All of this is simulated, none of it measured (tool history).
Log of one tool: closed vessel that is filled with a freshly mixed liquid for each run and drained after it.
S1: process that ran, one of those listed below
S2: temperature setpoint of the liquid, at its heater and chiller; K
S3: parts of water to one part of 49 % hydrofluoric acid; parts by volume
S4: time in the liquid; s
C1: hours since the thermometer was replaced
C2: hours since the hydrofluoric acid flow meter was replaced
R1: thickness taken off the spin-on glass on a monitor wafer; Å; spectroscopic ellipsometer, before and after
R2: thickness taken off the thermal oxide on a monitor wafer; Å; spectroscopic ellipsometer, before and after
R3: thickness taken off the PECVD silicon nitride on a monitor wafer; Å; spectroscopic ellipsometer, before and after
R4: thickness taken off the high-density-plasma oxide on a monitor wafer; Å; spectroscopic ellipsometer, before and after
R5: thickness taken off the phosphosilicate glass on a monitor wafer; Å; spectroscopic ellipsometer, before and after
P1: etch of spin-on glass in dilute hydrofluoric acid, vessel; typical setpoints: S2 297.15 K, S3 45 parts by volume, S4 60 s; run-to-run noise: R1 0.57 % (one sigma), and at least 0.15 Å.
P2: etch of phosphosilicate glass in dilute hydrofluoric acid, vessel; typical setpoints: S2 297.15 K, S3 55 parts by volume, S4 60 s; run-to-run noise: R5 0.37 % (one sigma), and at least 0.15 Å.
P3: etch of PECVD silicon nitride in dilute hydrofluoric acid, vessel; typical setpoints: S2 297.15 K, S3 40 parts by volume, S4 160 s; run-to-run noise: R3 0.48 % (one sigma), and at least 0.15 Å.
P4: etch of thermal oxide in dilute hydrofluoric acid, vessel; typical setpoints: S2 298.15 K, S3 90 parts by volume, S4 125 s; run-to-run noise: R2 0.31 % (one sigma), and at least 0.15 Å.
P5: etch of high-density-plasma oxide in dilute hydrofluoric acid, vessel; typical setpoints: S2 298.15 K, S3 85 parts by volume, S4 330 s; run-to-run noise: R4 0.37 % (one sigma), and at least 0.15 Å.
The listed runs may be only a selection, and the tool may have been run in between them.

Run 1, hour 12.0: S1 P1, S2 297.15 K, S3 45 parts by volume, S4 60 s; C1 508.1; C2 786.1. Result: R1 652.77 Å.
Run 2, hour 23.9: S1 P4, S2 291.15 K, S3 90 parts by volume, S4 125 s; C1 520.0; C2 798.0. Result: R2 49.817 Å.
Run 3, hour 38.1: S1 P3, S2 297.15 K, S3 40 parts by volume, S4 160 s; C1 534.2; C2 812.2. Result: R3 118.920 Å.
Run 4, hour 54.4: S1 P1, S2 297.15 K, S3 65 parts by volume, S4 60 s; C1 550.5; C2 828.5. Result: R1 436.41 Å.
Run 5, hour 62.2: S1 P4, S2 298.15 K, S3 90 parts by volume, S4 125 s; C1 558.3; C2 836.3. Result: R2 66.257 Å.
Run 6, hour 74.4: S1 P1, S2 297.15 K, S3 45 parts by volume, S4 60 s; C1 570.5; C2 848.5. Result: R1 638.56 Å.
Run 7, hour 83.5: S1 P3, S2 297.15 K, S3 40 parts by volume, S4 35 s; C1 579.6; C2 857.6. Result: R3 26.206 Å.
Run 8, hour 96.2: S1 P5, S2 298.15 K, S3 85 parts by volume, S4 70 s; C1 592.3; C2 870.3. Result: R4 45.415 Å.
Run 9, hour 107.7: S1 P1, S2 301.15 K, S3 45 parts by volume, S4 60 s; C1 603.8; C2 881.8. Result: R1 761.88 Å.
Run 10, hour 120.4: S1 P2, S2 297.15 K, S3 55 parts by volume, S4 60 s; C1 616.5; C2 894.5. Result: R5 838.10 Å.
Run 11, hour 136.7: S1 P1, S2 297.15 K, S3 45 parts by volume, S4 60 s; C1 632.8; C2 910.8. Result: R1 647.68 Å.
Run 12, hour 148.7: S1 P2, S2 297.15 K, S3 55 parts by volume, S4 60 s; C1 644.8; C2 922.8. Result: R5 829.23 Å.
Run 13, hour 156.6: S1 P1, S2 297.15 K, S3 45 parts by volume, S4 60 s; C1 652.7; C2 930.7. Result: R1 646.51 Å.
Run 14, hour 167.5: S1 P1, S2 297.15 K, S3 45 parts by volume, S4 95 s; C1 663.6; C2 941.6. Result: R1 1015.80 Å.
Run 15, hour 181.0: S1 P3, S2 297.15 K, S3 40 parts by volume, S4 160 s; C1 677.1; C2 955.1. Result: R3 118.840 Å.
Run 16, hour 189.3: S1 P1, S2 291.65 K, S3 45 parts by volume, S4 60 s; C1 685.4; C2 963.4. Result: R1 519.44 Å.
Run 17, hour 200.2: S1 P4, S2 298.15 K, S3 50 parts by volume, S4 125 s; C1 696.3; C2 974.3. Result: R2 126.180 Å.
Run 18, hour 209.3: S1 P2, S2 290.15 K, S3 55 parts by volume, S4 60 s; C1 705.4; C2 983.4. Result: R5 618.08 Å.
Run 19, hour 218.3: S1 P5, S2 305.15 K, S3 85 parts by volume, S4 330 s; C1 714.4; C2 992.4. Result: R4 281.310 Å.
Run 20, hour 232.0: S1 P3, S2 290.15 K, S3 40 parts by volume, S4 160 s; C1 728.1; C2 1006.1. Result: R3 72.548 Å.
Run 21, hour 246.5: S1 P4, S2 298.15 K, S3 90 parts by volume, S4 60 s; C1 742.6; C2 1020.6. Result: R2 31.927 Å.
Run 22, hour 255.4: S1 P1, S2 297.15 K, S3 45 parts by volume, S4 30 s; C1 751.5; C2 1029.5. Result: R1 322.56 Å.
Run 23, hour 263.7: S1 P5, S2 298.15 K, S3 85 parts by volume, S4 330 s; C1 759.8; C2 1037.8. Result: R4 214.870 Å.
Run 24, hour 278.4: S1 P1, S2 297.15 K, S3 20 parts by volume, S4 60 s; C1 774.5; C2 1052.5. Result: R1 1504.60 Å.
Run 25, hour 289.0: S1 P2, S2 297.15 K, S3 20 parts by volume, S4 60 s; C1 785.1; C2 1063.1. Result: R5 2409.00 Å.
Run 26, hour 297.1: S1 P1, S2 304.65 K, S3 75 parts by volume, S4 60 s; C1 793.2; C2 1071.2. Result: R1 501.41 Å.
Run 27, hour 310.9: S1 P3, S2 297.15 K, S3 20 parts by volume, S4 160 s; C1 807.0; C2 1085.0. Result: R3 231.210 Å.
Run 28, hour 326.1: S1 P1, S2 300.65 K, S3 70 parts by volume, S4 60 s; C1 822.2; C2 1100.2. Result: R1 462.10 Å.
Run 29, hour 336.8: S1 P5, S2 298.15 K, S3 150 parts by volume, S4 330 s; C1 832.9; C2 1110.9. Result: R4 112.670 Å.
Run 30, hour 349.6: S1 P1, S2 297.15 K, S3 45 parts by volume, S4 60 s; C1 845.7; C2 1123.7. Result: R1 648.85 Å.
Run 31, hour 360.7: S1 P2, S2 297.15 K, S3 55 parts by volume, S4 100 s; C1 856.8; C2 1134.8. Result: R5 1385.30 Å.
Run 32, hour 370.0: S1 P1, S2 297.15 K, S3 45 parts by volume, S4 60 s; C1 866.1; C2 1144.1. Result: R1 644.40 Å.
Run 33, hour 378.8: S1 P1, S2 297.15 K, S3 45 parts by volume, S4 60 s; C1 874.9; C2 1152.9. Result: R1 632.22 Å.
Run 34, hour 387.4: S1 P1, S2 297.15 K, S3 45 parts by volume, S4 60 s; C1 883.5; C2 1161.5. Result: R1 621.44 Å.
Run 35, hour 397.1: S1 P1, S2 297.15 K, S3 45 parts by volume, S4 60 s; C1 893.2; C2 1171.2. Result: R1 613.73 Å.
Run 36, hour 405.3: S1 P1, S2 297.15 K, S3 45 parts by volume, S4 60 s; C1 901.4; C2 1179.4. Result: R1 605.80 Å.
Run 37, hour 421.8: S1 P1, S2 297.15 K, S3 45 parts by volume, S4 60 s; C1 917.9; C2 1195.9. Result: R1 597.30 Å.
Run 38, hour 438.6: S1 P1, S2 297.15 K, S3 45 parts by volume, S4 60 s; C1 934.7; C2 1212.7. Result: R1 596.90 Å.
Run 39, hour 449.4: S1 P1, S2 297.15 K, S3 45 parts by volume, S4 60 s; C1 945.5; C2 1223.5. Result: R1 592.10 Å.
Run 40, hour 465.4: S1 P1, S2 297.15 K, S3 45 parts by volume, S4 60 s; C1 961.5; C2 1239.5. Result: R1 588.87 Å.

What will run 41 give?
Run 41, hour 473.3: S1 P1, S2 297.15 K, S3 45 parts by volume, S4 60 s; C1 969.4; C2 1247.4. Result: R1 ?.

{"run 41": {"R1": 587.61}}
